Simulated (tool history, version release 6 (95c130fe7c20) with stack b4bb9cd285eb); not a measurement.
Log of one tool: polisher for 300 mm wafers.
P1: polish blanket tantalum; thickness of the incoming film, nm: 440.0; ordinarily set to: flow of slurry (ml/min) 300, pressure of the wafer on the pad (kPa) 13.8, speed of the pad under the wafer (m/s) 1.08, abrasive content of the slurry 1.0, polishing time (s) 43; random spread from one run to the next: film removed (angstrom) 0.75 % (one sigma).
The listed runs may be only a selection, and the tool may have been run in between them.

run   hour  flow of slurry (ml/min)  pressure of the wafer on the pad (kPa)  speed of the pad under the wafer (m/s)  abrasive content of the slurry  polishing time (s)  wafers polished on this pad  hours since the slurry nozzle was cleaned  hours since the head pressure was calibrated  hours since the slurry blender was calibrated  film removed (angstrom)
  1    4.3                      300                                    13.8                                    1.08                             1.0                  43                          487                                       52.9                                         312.3                                          193.0                   823.03
  2    8.6                      300                                     6.9                                    1.08                             1.0                  43                          554                                       57.2                                         316.6                                          197.3                   407.27
  3   17.6                      300                                    13.8                                    1.08                             1.0                  43                          695                                       66.2                                         325.6                                          206.3                   817.71
  4   24.3                      300                                    13.8                                    1.08                             1.4                  43                          800                                       72.9                                         332.3                                          213.0                   884.83
  5   29.2                      180                                    18.6                                    1.08                             1.0                  43                          876                                       77.8                                         337.2                                          217.9                  1042.10
  6   33.8                      300                                    13.8                                    1.68                             1.0                  43                          948                                       82.4                                         341.8                                          222.5                  1272.80
  7   40.1                      180                                    13.8                                    1.08                             1.0                  43                         1047                                       88.7                                         348.1                                          228.8                   779.62
  8   47.5                      300                                    13.8                                    1.08                             1.0                  43                         1163                                       96.1                                         355.5                                          236.2                   813.81
  9   52.8                      300                                    13.8                                    0.58                             1.0                  43                         1246                                      101.4                                         360.8                                          241.5                   440.54
 10   57.7                      300                                    18.6                                    1.08                             1.0                  43                         1322                                      106.3                                         365.7                                          246.4                  1108.70
 11   63.2                      300                                    13.8                                    1.36                             1.0                  60                         1408                                      111.8                                         371.2                                          251.9                  1432.50
 12   68.2                      300                                    13.8                                    1.08                             1.0                  66                         1487                                      116.8                                         376.2                                          256.9                  1268.10
 13   73.3                      445                                    13.8                                    1.08                             1.0                  43                         1566                                      121.9                                         381.3                                          262.0                   855.00
 14   78.0                      300                                    13.8                                    1.08                             1.0                  43                         1640                                      126.6                                         386.0                                          266.7                   820.73
 15   87.2                      300                                    13.8                                    1.08                             0.6                  43                         1784                                      135.8                                         395.2                                          275.9                   681.61
 16   96.0                      300                                    13.8                                    1.08                             1.0                  43                         1922                                      144.6                                         404.0                                          284.7                   822.62
 17  102.1                      300                                    13.8                                    1.08                             1.0                  25                         2017                                      150.7                                         410.1                                          290.8                   482.95
 18  110.6                      300                                    13.8                                    1.08                             1.0                  43                         2150                                      159.2                                         418.6                                          299.3                   815.76
 19  119.3                      300                                    13.8                                    1.08                             1.0                  43                         2286                                      167.9                                         427.3                                          308.0                   778.76
 20  125.0                      300                                    13.8                                    1.08                             1.0                  43                         2375                                      173.6                                         433.0                                          313.7                   775.46
     127.6  -- slurry nozzle cleaned
 21  131.3                      300                                    13.8                                    1.08                             1.0                  43                         2474                                        3.7                                         439.3                                          320.0                   774.78
 22  138.1                      300                                    13.8                                    1.08                             1.0                  43                         2580                                       10.5                                         446.1                                          326.8                   764.21
     141.9  -- head pressure recalibrated
 23  144.8                      300                                    13.8                                    1.08                             1.0                  43                         2685                                       17.2                                           2.9                                          333.5                   775.66
 24  150.5                      300                                    13.8                                    1.08                             1.0                  43                         2774                                       22.9                                           8.6                                          339.2                   756.23
 25  155.0                      300                                    13.8                                    1.08                             1.0                  43                         2845                                       27.4                                          13.1                                          343.7                   761.43

P1 has crept away from where it was. The log is fitted equally well by each of these 2 causes, at the sizes shown:
A: abrasive missing from the slurry, % = 20.8
B: removal rate lost through wear of the pad, % = 6.96
Onset of the creep was near hour 110.6.
Each remaining cause and why it is not a fit:
slurry flow missing at the pad, %: its service at hour 127.6 followed the start of the drift and did not put the process back to its old value
head's pressure below its setpoint, %: its service at hour 141.9 followed the start of the drift and did not put the process back to its old value

4 check runs are offered, each on 5 wafers whose results are averaged, their results left as question marks. Which one tells the causes apart?
check 1  159.5                      300                                    13.8                                    0.62                             1.0                  43                                                                                                                                                                                             ?
check 2  159.5                      300                                    13.8                                    1.08                             0.6                  43                                                                                                                                                                                             ?
check 3  159.5                      445                                    13.8                                    1.08                             1.0                  43                                                                                                                                                                                             ?
check 4  159.5                      300                                    13.8                                    0.68                             1.0                  43                                                                                                                                                                                             ?

How each check would come out, cause by cause:
  check                   result    if A    if B
check 1  film removed (angstrom)  436.70  436.79
check 2  film removed (angstrom)  621.63  639.12
check 3  film removed (angstrom)  783.60  783.77
check 4  film removed (angstrom)  478.96  479.06
How far apart the two closest causes lie, in the result that separates them most: check 1 0.02 %; check 2 2.78 %; check 3 0.02 %; check 4 0.02 %
Only check 2 tells the causes apart: in the others they would give nearly the same result.

With check 2 done, the readings were: film removed (angstrom) 637.14. Identify which of the listed causes applies.

Of the candidate causes, it is B: removal rate lost through wear of the pad, %.
